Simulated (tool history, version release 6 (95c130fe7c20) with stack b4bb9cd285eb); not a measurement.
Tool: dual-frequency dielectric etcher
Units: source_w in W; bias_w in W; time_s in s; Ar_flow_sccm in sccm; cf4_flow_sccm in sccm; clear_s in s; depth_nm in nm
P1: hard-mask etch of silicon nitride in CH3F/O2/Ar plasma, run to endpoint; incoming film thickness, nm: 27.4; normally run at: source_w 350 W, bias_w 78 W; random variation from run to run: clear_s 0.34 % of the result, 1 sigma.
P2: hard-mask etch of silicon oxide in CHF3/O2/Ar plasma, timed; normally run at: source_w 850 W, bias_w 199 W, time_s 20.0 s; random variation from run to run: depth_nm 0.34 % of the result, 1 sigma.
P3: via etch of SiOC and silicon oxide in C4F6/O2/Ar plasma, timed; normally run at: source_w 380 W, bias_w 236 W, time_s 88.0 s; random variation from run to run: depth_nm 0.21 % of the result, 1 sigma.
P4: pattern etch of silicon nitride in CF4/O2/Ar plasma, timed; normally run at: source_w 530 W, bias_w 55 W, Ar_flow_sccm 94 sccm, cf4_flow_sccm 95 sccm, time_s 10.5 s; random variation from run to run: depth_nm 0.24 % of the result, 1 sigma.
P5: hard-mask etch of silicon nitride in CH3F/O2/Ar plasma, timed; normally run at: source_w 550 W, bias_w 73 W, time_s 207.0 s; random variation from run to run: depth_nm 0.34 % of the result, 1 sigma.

run   hour  process  source_w  bias_w  time_s  Ar_flow_sccm  cf4_flow_sccm  hours since the last wet clean  hours since the last source power generator calibration  hours since the last bias power generator calibration  clear_s  depth_nm
  1    4.3       P1       350      78                                                                 47.0                                                   2785.9                                                 1815.9   38.984
  2    9.0       P1       350      78                                                                 51.7                                                   2790.6                                                 1820.6   39.272
  3   13.0       P2       850     199    20.0                                                         55.7                                                   2794.6                                                 1824.6             46.749
  4   18.1       P5       700      73   207.0                                                         60.8                                                   2799.7                                                 1829.7            178.560
  5   20.4       P1       350      78                                                                 63.1                                                   2802.0                                                 1832.0   39.034
  6   23.0       P3       380     163    88.0                                                         65.7                                                   2804.6                                                 1834.6             94.110
  7   28.2       P3       380     236    88.0                                                         70.9                                                   2809.8                                                 1839.8            106.170
  8   31.5       P1       230      96                                                                 74.2                                                   2813.1                                                 1843.1   42.157
  9   36.2       P5       550      43   207.0                                                         78.9                                                   2817.8                                                 1847.8            139.290
 10   38.8       P1       280      96                                                                 81.5                                                   2820.4                                                 1850.4   39.532
 11   43.7       P1       260      78                                                                 86.4                                                   2825.3                                                 1855.3   43.860
 12   48.2       P5       550      73   207.0                                                         90.9                                                   2829.8                                                 1859.8            163.070
 13   52.7       P4       530      55    10.5            69             95                            95.4                                                   2834.3                                                 1864.3             22.503
 14   55.4       P2       620     199    20.0                                                         98.1                                                   2837.0                                                 1867.0             41.349
 15   60.2       P1       350      78                                                                102.9                                                   2841.8                                                 1871.8   39.102
 16   62.4       P4       530      55    10.5            94             70                           105.1                                                   2844.0                                                 1874.0             20.984
 17   67.6       P2       850     199    30.0                                                        110.3                                                   2849.2                                                 1879.2             70.274
 18   72.7       P3       380     236    88.0                                                        115.4                                                   2854.3                                                 1884.3            106.340
 19   75.4       P1       450      78                                                                118.1                                                   2857.0                                                 1887.0   35.623
 20   77.9       P3       380     236   130.5                                                        120.6                                                   2859.5                                                 1889.5            157.750
 21   81.8       P1       350     100                                                                124.5                                                   2863.4                                                 1893.4   35.775
 22   84.9       P3       500     236    88.0                                                        127.6                                                   2866.5                                                 1896.5            117.830
 23   89.5       P5       550      73   299.5                                                        132.2                                                   2871.1                                                 1901.1            236.120
 24   92.8       P4       380      55    10.5            94             95                           135.5                                                   2874.4                                                 1904.4             16.285
 25   96.1       P1       350      56                                                                138.8                                                   2877.7                                                 1907.7   43.865
 26  100.4       P1       350      78                                                                143.1                                                   2882.0                                                 1912.0   39.030
 27  104.8       P5       550      73   207.0                                                        147.5                                                   2886.4                                                 1916.4            164.190
 28  109.5       P1       290      46                                                                152.2                                                   2891.1                                                 1921.1   50.290
 29  112.3       P4       530      72    10.5            94             95                           155.0                                                   2893.9                                                 1923.9             24.147
 30  115.9       P1       350      78                                                                158.6                                                   2897.5                                                 1927.5   38.967
 31  118.3       P4       530      55    10.5            94             95                           161.0                                                   2899.9                                                 1929.9             21.771
 32  120.8       P2       850     199    20.0                                                        163.5                                                   2902.4                                                 1932.4             46.464
 33  124.1       P2       850     255    20.0                                                        166.8                                                   2905.7                                                 1935.7             50.616
 34  127.7       P4       530      55    13.5            94             95                           170.4                                                   2909.3                                                 1939.3             27.917
 35  132.5       P1       350      78                                                                175.2                                                   2914.1                                                 1944.1   39.085
 36  136.0       P1       350      78                                                                178.7                                                   2917.6                                                 1947.6   39.222
 37  139.8       P1       350      78                                                                182.5                                                   2921.4                                                 1951.4   39.662
 38  143.1       P1       350      78                                                                185.8                                                   2924.7                                                 1954.7   39.325
 39  145.5       P1       350      78                                                                188.2                                                   2927.1                                                 1957.1   39.553
 40  148.2       P1       350      78                                                                190.9                                                   2929.8                                                 1959.8   39.661
     149.8  -- wet clean of the chamber
 41  151.2       P1       350      78                                                                  1.5                                                   2932.8                                                 1962.8   39.703
 42  155.4       P1       350      78                                                                  5.7                                                   2937.0                                                 1967.0   39.789
 43  159.6       P1       350      78                                                                  9.9                                                   2941.2                                                 1971.2   39.831
 44  164.4       P1       350      78                                                                 14.7                                                   2946.0                                                 1976.0   39.654
 45  167.0       P1       350      78                                                                 17.3                                                   2948.6                                                 1978.6   39.989

What P1 gives has crept away from where it was. These 2 causes fit the log equally well, each at the size given:
A: bias power that arrives under what is set, % = 4.67
B: source power that arrives under what is set, % = 4.36
The creep began at about hour 132.5.
Why every other cause is out:
chamber walls in a state that lowers the etch rate, %: serviced at hour 149.8, which brought nothing back

4 check runs are offered, one wafer each, their results left as question marks. Which one tells the causes apart?
check 1  169.6       P5       550      57   246.5                                                                                                                                                                                               ?
check 2  169.6       P4       530      55    12.5            94             79                                                                                                                                                                  ?
check 3  169.6       P2       850     199    27.5                                                                                                                                                                                               ?
check 4  169.6       P3       380     236   109.0                                                                                                                                                                                               ?

What each check would give under each cause:
  check    result     if A     if B
check 1  depth_nm  176.450  176.040
check 2  depth_nm   24.854   24.358
check 3  depth_nm   63.292   63.221
check 4  depth_nm  129.540  129.440
How far apart the two closest causes lie, in the result that separates them most: check 1 0.23 %; check 2 2.02 %; check 3 0.11 %; check 4 0.08 %
Only check 2 tells the causes apart: in the others they would give nearly the same result.

Then check 2 was run and gave: depth_nm 24.750 nm. Which cause is it?

It is A: bias power that arrives under what is set, %.
